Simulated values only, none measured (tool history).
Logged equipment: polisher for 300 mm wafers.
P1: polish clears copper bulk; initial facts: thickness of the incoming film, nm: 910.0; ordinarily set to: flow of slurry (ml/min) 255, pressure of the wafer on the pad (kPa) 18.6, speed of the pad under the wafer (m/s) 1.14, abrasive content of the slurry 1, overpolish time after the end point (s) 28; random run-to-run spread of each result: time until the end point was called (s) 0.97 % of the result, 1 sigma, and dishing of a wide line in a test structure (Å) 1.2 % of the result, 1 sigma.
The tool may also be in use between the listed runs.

run	hour	flow of slurry (ml/min)	pressure of the wafer on the pad (kPa)	speed of the pad under the wafer (m/s)	abrasive content of the slurry	overpolish time after the end point (s)	wafers polished on this pad	hours since the slurry nozzle was cleaned	hours since the head pressure was calibrated	hours since the slurry blender was calibrated	time until the end point was called (s)	dishing of a wide line in a test structure (Å)
1	8.7	255	18.6	1.14	1	28	811	650.7	387.8	45.9	104.04	674.2
2	18.1	255	18.6	1.14	0.5	28	905	660.1	397.2	55.3	119.27	664.28
3	25.9	255	29	1.14	1	28	983	667.9	405	63.1	66.245	739.98
4	35.7	255	18.6	1.14	1	28	1082	677.7	414.8	72.9	102.92	664.99
5	49.5	255	18.6	1.6	1	11	1220	691.5	428.6	86.7	73.329	567.52
6	60.1	255	18.6	1.14	1	51	1326	702.1	439.2	97.3	102.44	722.35
7	73.5	255	18.6	0.7	1	28	1460	715.5	452.6	110.7	166.63	591.1
8	82.9	255	18.6	1.14	1	11	1555	724.9	462	120.1	101.55	478
9	91.3	375	18.6	1.14	1	28	1639	733.3	470.4	128.5	99.996	665.75
10	105.2	255	18.6	0.74	0.8	28	1778	747.2	484.3	142.4	166.95	586.37
11	117.7	155	18.6	1.14	1	28	1903	759.7	496.8	154.9	111.16	670.84
12	126.8	255	18.6	1.6	1	28	1995	768.8	505.9	164	72.957	686.56
13	135	255	18.6	1.14	1.4	28	2077	777	514.1	172.2	94.759	679.81
14	144.7	255	18.6	1.14	1	28	2174	786.7	523.8	181.9	104.32	663.23
15	151.8	255	18.6	1.14	1	28	2245	793.8	530.9	189	103.02	668.14
16	162.5	255	9	1.14	1	28	2352	804.5	541.6	199.7	213.62	479.87
17	171.5	255	18.6	1.14	1	28	2442	813.5	550.6	208.7	102.44	651.08
18	180.4	255	18.6	1.14	1	28	2532	822.4	559.5	217.6	100.46	668.39
19	193.9	255	18.6	1.14	1	28	2667	835.9	573	231.1	104.15	666.35
20	202.8	255	18.6	1.14	1	28	2756	844.8	581.9	240	106.88	676.2
21	217.9	255	18.6	1.14	1	28	2907	859.9	597	255.1	108.17	667.14
22	230.3	255	18.6	1.14	1	28	3032	872.3	609.4	267.5	109	663.89
23	239	255	18.6	1.14	1	28	3119	881	618.1	276.2	108.92	665.53
# hour 247.1: slurry blender recalibrated
# hour 249: head pressure recalibrated
24	250.4	255	18.6	1.14	1	28	3233	892.4	1.5	3.4	111.27	675.82
25	262	255	18.6	1.14	1	28	3349	904	13.1	15	111.04	661.88
26	269.6	255	18.6	1.14	1	28	3425	911.6	20.7	22.6	109.74	673.53
27	278.5	255	18.6	1.14	1	28	3515	920.5	29.6	31.5	110.43	653.07

Something has made what P1 gives creep away from where it was; the 2 causes below, each at its own stated size, fit the log equally well:
A: removal rate lost through wear of the pad, % = 5.97
B: slurry flow missing at the pad, % = 37.5
At approximately hour 180.4, the process output began to creep.
What rules out each remaining cause:
head's pressure below its setpoint, %: serviced at hour 249, after the drift had started, without restoring the earlier output
abrasive missing from the slurry, %: serviced at hour 247.1, after the drift had started, without restoring the earlier output

4 check runs are offered, each on 5 wafers whose results are averaged, their results left as question marks. Which one tells the causes apart?
check 1	287.4	255	18.6	0.72	1	28					?	?
check 2	287.4	255	25.5	1.14	1	28					?	?
check 3	287.4	255	18.6	0.76	1	28					?	?
check 4	287.4	165	18.6	1.14	0.75	28					?	?

Check results expected under each cause:
check	result	if A	if B
check 1	time until the end point was called (s)	173.72	173.72
check 1	dishing of a wide line in a test structure (Å)	580.48	580.49
check 2	time until the end point was called (s)	80.066	80.063
check 2	dishing of a wide line in a test structure (Å)	723.33	723.33
check 3	time until the end point was called (s)	164.58	164.57
check 3	dishing of a wide line in a test structure (Å)	592.33	592.34
check 4	time until the end point was called (s)	123.29	127.1
check 4	dishing of a wide line in a test structure (Å)	646.6	641.67
How far apart the two closest causes lie, in the result that separates them most: check 1 0 %; check 2 0 %; check 3 0 %; check 4 3.05 %
Check 4 is the one run that separates the causes; every other check would come out nearly the same whichever cause is at work.

After running check 4, the following was obtained: time until the end point was called (s) 126.99; dishing of a wide line in a test structure (Å) 639.1. Which cause does this point to?

Of the candidate causes, it is B: slurry flow missing at the pad, %.
